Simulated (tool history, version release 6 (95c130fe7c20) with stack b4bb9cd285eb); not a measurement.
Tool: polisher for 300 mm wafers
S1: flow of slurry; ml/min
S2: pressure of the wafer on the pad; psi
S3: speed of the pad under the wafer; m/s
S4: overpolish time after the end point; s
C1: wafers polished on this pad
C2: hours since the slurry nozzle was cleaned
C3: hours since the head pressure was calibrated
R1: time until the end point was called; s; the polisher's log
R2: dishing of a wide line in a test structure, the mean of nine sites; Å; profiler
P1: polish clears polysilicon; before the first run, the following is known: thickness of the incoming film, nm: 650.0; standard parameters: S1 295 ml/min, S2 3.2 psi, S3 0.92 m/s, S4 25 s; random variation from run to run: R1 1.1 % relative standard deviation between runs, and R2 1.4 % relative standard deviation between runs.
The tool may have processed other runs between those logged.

run	day	S1	S2	S3	S4	C1	C2	C3	R1	R2
1	0.133	295	3.2	0.92	25	216	126.9	137.3	38.119	804.25
2	0.304	295	3.2	1.32	25	243	131.0	141.4	26.746	839.73
3	0.462	375	4.2	0.92	25	268	134.8	145.2	28.819	832.44
4	0.642	295	4.0	0.92	15	296	139.1	149.5	31.420	813.11
5	0.800	295	3.2	0.44	25	321	142.9	153.3	80.397	744.60
6	0.883	295	5.0	0.92	25	334	144.9	155.3	24.761	825.58
7	1.017	295	1.8	0.92	25	355	148.1	158.5	68.560	786.30
8	1.129	175	2.3	0.92	25	373	150.8	161.2	56.623	800.81
9	1.262	295	3.2	0.92	25	394	154.0	164.4	39.523	812.43
# day 1.358: slurry nozzle cleaned
10	1.400	295	3.2	0.92	25	416	1.0	167.7	38.413	825.86
11	1.500	295	3.2	0.92	40	432	3.4	170.1	38.083	821.76
12	1.671	295	3.2	0.92	8	459	7.5	174.2	38.150	644.52
# day 1.688: head pressure recalibrated
13	1.821	295	3.2	0.92	25	482	11.1	3.3	37.837	811.88
14	1.925	175	3.2	0.92	25	499	13.6	5.8	41.227	806.90
15	2.092	380	3.2	0.92	25	525	17.6	9.8	37.694	836.51
16	2.200	295	3.2	0.92	25	542	20.2	12.4	38.467	823.61
17	2.333	295	3.2	0.92	25	563	23.4	15.6	37.882	810.56
18	2.517	295	3.2	0.92	25	592	27.8	20.0	39.656	812.93
19	2.621	295	3.2	0.92	25	609	30.3	22.5	39.524	816.68
20	2.717	295	3.2	0.92	25	624	32.6	24.8	39.762	820.85
21	2.858	295	3.2	0.92	25	646	36.0	28.2	40.159	824.07
22	2.992	295	3.2	0.92	25	667	39.2	31.4	39.418	814.51
# day 3.121: head pressure recalibrated
23	3.125	295	3.2	0.92	25	688	42.4	0.1	40.195	806.91
24	3.296	295	3.2	0.92	25	715	46.5	4.2	40.856	819.92

Run 25, settings as shown, results not yet in. Your forecast:
25	3.400	295	3.2	0.92	25	731	49.0	6.7	?	?

{"run 25": {"R1": 40.693, "R2": 811.45}}

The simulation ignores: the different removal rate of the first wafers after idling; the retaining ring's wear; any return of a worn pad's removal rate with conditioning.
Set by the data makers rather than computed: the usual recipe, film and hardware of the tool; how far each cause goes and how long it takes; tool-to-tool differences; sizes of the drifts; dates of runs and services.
